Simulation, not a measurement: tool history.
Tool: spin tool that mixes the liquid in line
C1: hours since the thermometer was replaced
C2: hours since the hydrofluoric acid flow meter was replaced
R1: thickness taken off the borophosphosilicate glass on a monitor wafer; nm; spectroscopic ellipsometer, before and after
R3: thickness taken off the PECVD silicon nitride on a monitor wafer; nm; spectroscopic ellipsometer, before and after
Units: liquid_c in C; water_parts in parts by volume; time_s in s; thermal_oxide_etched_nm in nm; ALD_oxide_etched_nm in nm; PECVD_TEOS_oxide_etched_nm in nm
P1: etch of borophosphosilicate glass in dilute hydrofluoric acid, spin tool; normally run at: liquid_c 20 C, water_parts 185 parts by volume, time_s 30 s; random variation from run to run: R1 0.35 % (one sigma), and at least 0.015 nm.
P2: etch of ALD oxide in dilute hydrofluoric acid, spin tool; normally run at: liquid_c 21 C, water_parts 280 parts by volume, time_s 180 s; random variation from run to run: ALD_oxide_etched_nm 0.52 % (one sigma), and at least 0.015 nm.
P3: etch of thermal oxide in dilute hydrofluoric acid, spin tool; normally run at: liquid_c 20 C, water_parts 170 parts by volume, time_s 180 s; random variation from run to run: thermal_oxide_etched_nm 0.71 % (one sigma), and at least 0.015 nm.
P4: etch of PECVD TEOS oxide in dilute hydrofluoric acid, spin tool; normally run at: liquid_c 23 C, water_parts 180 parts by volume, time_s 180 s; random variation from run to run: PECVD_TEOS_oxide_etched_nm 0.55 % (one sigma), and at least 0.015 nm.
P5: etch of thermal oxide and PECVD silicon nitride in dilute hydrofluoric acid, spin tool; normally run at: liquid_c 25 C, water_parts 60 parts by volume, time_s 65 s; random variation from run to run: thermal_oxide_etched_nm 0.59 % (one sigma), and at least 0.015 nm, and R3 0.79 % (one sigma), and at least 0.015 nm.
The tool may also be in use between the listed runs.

{"run": 1, "hour": 10.2, "process": "P1", "liquid_c": 20, "water_parts": 185, "time_s": 30, "C1": 898.5, "C2": 305.6, "R1": 6.0451}
{"run": 2, "hour": 17.1, "process": "P5", "liquid_c": 25, "water_parts": 60, "time_s": 105, "C1": 905.4, "C2": 312.5, "thermal_oxide_etched_nm": 9.3771, "R3": 4.4983}
{"run": 3, "hour": 26.6, "process": "P1", "liquid_c": 20, "water_parts": 185, "time_s": 30, "C1": 914.9, "C2": 322, "R1": 6.0314}
{"run": 4, "hour": 35.3, "process": "P2", "liquid_c": 17, "water_parts": 280, "time_s": 180, "C1": 923.6, "C2": 330.7, "ALD_oxide_etched_nm": 5.9221}
{"run": 5, "hour": 42.8, "process": "P5", "liquid_c": 20, "water_parts": 60, "time_s": 65, "C1": 931.1, "C2": 338.2, "thermal_oxide_etched_nm": 4.7136, "R3": 1.9557}
{"run": 6, "hour": 51.4, "process": "P4", "liquid_c": 23, "water_parts": 180, "time_s": 180, "C1": 939.7, "C2": 346.8, "PECVD_TEOS_oxide_etched_nm": 15.44}
{"run": 7, "hour": 60.8, "process": "P2", "liquid_c": 21, "water_parts": 470, "time_s": 180, "C1": 949.1, "C2": 356.2, "ALD_oxide_etched_nm": 3.5178}
{"run": 8, "hour": 68.4, "process": "P1", "liquid_c": 17, "water_parts": 290, "time_s": 30, "C1": 956.7, "C2": 363.8, "R1": 3.1369}
{"run": 9, "hour": 75.7, "process": "P3", "liquid_c": 17, "water_parts": 170, "time_s": 180, "C1": 964, "C2": 371.1, "thermal_oxide_etched_nm": 3.2999}
{"run": 10, "hour": 83.3, "process": "P1", "liquid_c": 20, "water_parts": 185, "time_s": 30, "C1": 971.6, "C2": 378.7, "R1": 6.045}
{"run": 11, "hour": 94.0, "process": "P4", "liquid_c": 23, "water_parts": 255, "time_s": 180, "C1": 982.3, "C2": 389.4, "PECVD_TEOS_oxide_etched_nm": 9.8894}
{"run": 12, "hour": 107.4, "process": "P1", "liquid_c": 20, "water_parts": 185, "time_s": 15, "C1": 995.7, "C2": 402.8, "R1": 3.0384}
{"run": 13, "hour": 121.2, "process": "P1", "liquid_c": 25, "water_parts": 185, "time_s": 30, "C1": 1009.5, "C2": 416.6, "R1": 7.3225}
{"run": 14, "hour": 131.8, "process": "P1", "liquid_c": 20, "water_parts": 185, "time_s": 30, "C1": 1020.1, "C2": 427.2, "R1": 6.0464}
{"run": 15, "hour": 142.4, "process": "P1", "liquid_c": 17, "water_parts": 185, "time_s": 15, "C1": 1030.7, "C2": 437.8, "R1": 2.7006}
{"run": 16, "hour": 154.7, "process": "P1", "liquid_c": 20, "water_parts": 185, "time_s": 30, "C1": 1043, "C2": 450.1, "R1": 6.0563}
{"run": 17, "hour": 162.7, "process": "P5", "liquid_c": 25, "water_parts": 20, "time_s": 65, "C1": 1051, "C2": 458.1, "thermal_oxide_etched_nm": 18.365, "R3": 8.0657}
{"run": 18, "hour": 175.7, "process": "P1", "liquid_c": 20, "water_parts": 50, "time_s": 30, "C1": 1064, "C2": 471.1, "R1": 25.832}
{"run": 19, "hour": 186.0, "process": "P4", "liquid_c": 23, "water_parts": 180, "time_s": 180, "C1": 1074.3, "C2": 481.4, "PECVD_TEOS_oxide_etched_nm": 15.274}
{"hour": 195.8, "done": "thermometer replaced"}
{"run": 20, "hour": 199.6, "process": "P3", "liquid_c": 20, "water_parts": 170, "time_s": 95, "C1": 3.8, "C2": 495, "thermal_oxide_etched_nm": 1.9638}
{"run": 21, "hour": 206.7, "process": "P4", "liquid_c": 23, "water_parts": 180, "time_s": 280, "C1": 10.9, "C2": 502.1, "PECVD_TEOS_oxide_etched_nm": 24.019}
{"run": 22, "hour": 216.2, "process": "P1", "liquid_c": 20, "water_parts": 185, "time_s": 45, "C1": 20.4, "C2": 511.6, "R1": 9.0478}
{"run": 23, "hour": 227.8, "process": "P4", "liquid_c": 17.5, "water_parts": 180, "time_s": 180, "C1": 32, "C2": 523.2, "PECVD_TEOS_oxide_etched_nm": 12.393}
{"run": 24, "hour": 234.7, "process": "P2", "liquid_c": 21, "water_parts": 280, "time_s": 285, "C1": 38.9, "C2": 530.1, "ALD_oxide_etched_nm": 10.963}
{"run": 25, "hour": 242.7, "process": "P5", "liquid_c": 25, "water_parts": 60, "time_s": 65, "C1": 46.9, "C2": 538.1, "thermal_oxide_etched_nm": 5.8177, "R3": 2.7509}
{"run": 26, "hour": 255.8, "process": "P2", "liquid_c": 21, "water_parts": 280, "time_s": 180, "C1": 60, "C2": 551.2, "ALD_oxide_etched_nm": 6.9641}
{"run": 27, "hour": 263.7, "process": "P1", "liquid_c": 20, "water_parts": 265, "time_s": 30, "C1": 67.9, "C2": 559.1, "R1": 3.9097}
{"run": 28, "hour": 277.7, "process": "P3", "liquid_c": 20, "water_parts": 50, "time_s": 180, "C1": 81.9, "C2": 573.1, "thermal_oxide_etched_nm": 14.48}
{"run": 29, "hour": 286.0, "process": "P3", "liquid_c": 20, "water_parts": 170, "time_s": 180, "C1": 90.2, "C2": 581.4, "thermal_oxide_etched_nm": 3.8711}
{"run": 30, "hour": 296.0, "process": "P1", "liquid_c": 17, "water_parts": 185, "time_s": 30, "C1": 100.2, "C2": 591.4, "R1": 5.3433}
{"run": 31, "hour": 307.3, "process": "P1", "liquid_c": 20, "water_parts": 185, "time_s": 30, "C1": 111.5, "C2": 602.7, "R1": 5.9957}
{"run": 32, "hour": 316.5, "process": "P1", "liquid_c": 20, "water_parts": 185, "time_s": 30, "C1": 120.7, "C2": 611.9, "R1": 6.1666}
{"run": 33, "hour": 329.9, "process": "P1", "liquid_c": 20, "water_parts": 185, "time_s": 30, "C1": 134.1, "C2": 625.3, "R1": 6.2563}
{"run": 34, "hour": 340.9, "process": "P1", "liquid_c": 20, "water_parts": 185, "time_s": 30, "C1": 145.1, "C2": 636.3, "R1": 6.3462}
{"run": 35, "hour": 348.6, "process": "P1", "liquid_c": 20, "water_parts": 185, "time_s": 30, "C1": 152.8, "C2": 644, "R1": 6.326}
{"run": 36, "hour": 361.1, "process": "P1", "liquid_c": 20, "water_parts": 185, "time_s": 30, "C1": 165.3, "C2": 656.5, "R1": 6.3089}
{"run": 37, "hour": 375.4, "process": "P1", "liquid_c": 20, "water_parts": 185, "time_s": 30, "C1": 179.6, "C2": 670.8, "R1": 6.3871}

Run 38 comes next. What will it give?
{"run": 38, "hour": 386.0, "process": "P1", "liquid_c": 20, "water_parts": 185, "time_s": 30, "C1": 190.2, "C2": 681.4, "R1": "?"}

Run 38 gave R1 6.3923 nm.

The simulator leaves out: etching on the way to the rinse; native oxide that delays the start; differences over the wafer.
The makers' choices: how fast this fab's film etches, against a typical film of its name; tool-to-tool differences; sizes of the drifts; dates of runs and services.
